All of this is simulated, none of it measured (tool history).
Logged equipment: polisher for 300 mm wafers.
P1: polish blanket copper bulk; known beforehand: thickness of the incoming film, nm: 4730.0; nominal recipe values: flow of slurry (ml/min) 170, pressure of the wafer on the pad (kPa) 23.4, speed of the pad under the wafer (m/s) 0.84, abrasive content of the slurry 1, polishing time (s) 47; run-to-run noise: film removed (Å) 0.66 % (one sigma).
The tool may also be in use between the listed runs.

run,hour,flow of slurry (ml/min),pressure of the wafer on the pad (kPa),speed of the pad under the wafer (m/s),abrasive content of the slurry,polishing time (s),wafers polished on this pad,hours since the slurry nozzle was cleaned,hours since the head pressure was calibrated,hours since the slurry blender was calibrated,film removed (Å)
1,9.4,170,23.4,0.84,1,47,712,175.9,509.7,219.4,4428.7
2,14.9,170,23.4,0.84,1,47,782,181.4,515.2,224.9,4379.4
3,23.3,105,23.4,0.84,1,47,889,189.8,523.6,233.3,4057.2
4,30.7,170,23.4,1.14,1,47,983,197.2,531,240.7,5973.5
5,38.7,170,23.4,0.84,1,47,1084,205.2,539,248.7,4413.7
6,44,170,23.4,0.38,1,47,1151,210.5,544.3,254,1973.3
7,52.3,170,23.4,0.84,1,72,1257,218.8,552.6,262.3,6775.4
8,62.3,170,23.4,0.84,1.45,47,1384,228.8,562.6,272.3,4759.5
9,72.1,170,23.4,0.84,1,47,1508,238.6,572.4,282.1,4434.9
10,77.1,170,23.4,0.84,0.5,47,1571,243.6,577.4,287.1,3807.4
11,86.6,250,23.4,0.84,1,47,1692,253.1,586.9,296.6,4662.8
12,92.2,170,23.4,0.84,1,47,1763,258.7,592.5,302.2,4397.7
13,103.1,170,15.2,0.84,1,47,1901,269.6,603.4,313.1,2832.4
14,108.4,170,23.4,0.84,1,30,1969,274.9,608.7,318.4,2786.7
# hour 112.9: slurry nozzle cleaned
15,117.8,170,31.7,0.84,1,47,2088,4.9,618.1,327.8,6001.4
16,128,170,23.4,0.84,1,47,2217,15.1,628.3,338,4372.8
17,135.3,170,30.3,0.84,1,69,2310,22.4,635.6,345.3,8417.6

The next listed run, before its measurement:
18,146.6,170,23.4,0.84,1,47,2453,33.7,646.9,356.6,?

{"run 18": {"film removed (Å)": 4406.3}}
